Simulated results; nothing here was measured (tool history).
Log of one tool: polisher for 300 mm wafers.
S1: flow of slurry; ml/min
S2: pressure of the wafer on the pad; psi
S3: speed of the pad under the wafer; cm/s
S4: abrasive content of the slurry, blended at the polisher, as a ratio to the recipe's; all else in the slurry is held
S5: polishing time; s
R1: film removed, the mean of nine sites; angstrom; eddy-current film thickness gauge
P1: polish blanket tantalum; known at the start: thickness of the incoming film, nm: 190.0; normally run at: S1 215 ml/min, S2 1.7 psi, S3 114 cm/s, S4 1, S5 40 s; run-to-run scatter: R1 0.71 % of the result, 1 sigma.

run   hour   S1   S2   S3    S4  S5      R1
  1    9.9  215  1.7  114     1  40  741.71
  2   22.1  215  2.5  114     1  40  1081.3
  3   29.1  310  1.7  114     1  40  765.47
      30.4  -- worn pad replaced by a new one
  4   42.7  325  1.7   66     1  40  446.04
  5   51.8  215  1.7  114  1.45  40  807.71
  6   62.5  215  1.7  114   0.5  40  564.78
  7   76.6  215  1.7  114     1  40  731.04
  8   88.5  215  1.7  114     1  40  732.63
  9   97.2  215  1.7  114     1  60  1111.5
 10  109.2  215  1.7  114     1  19  348.91
 11  121.5  215  0.8  114     1  40  348.25
 12  134.1  215  2.2  114     1  25  597.28
 13  148.7  215  1.7  172     1  40  1117.3
 14  156.7  130  1.7  114     1  40  684.85
 15  169.1  215  1.7  114     1  40  739.02
 16  176.9  215  1.7  114     1  40  732.64
 17    184  215  1.7   52     1  40   333.9
 18  198.3  215  1.7  114     1  40  736.74
 19  211.5  215  1.7  114     1  40  709.59
 20  219.6  215  1.7  114     1  40  693.49
     230.8  -- slurry nozzle cleaned
 21  233.7  215  1.7  114     1  40  685.35
     235.8  -- worn pad replaced by a new one
 22  248.2  215  1.7  114     1  40  673.67
 23  261.9  215  1.7  114     1  40  684.95

Forecast run 24:
 24  273.8  215  1.7  114   1  40   ?

R1: 665.58 angstrom
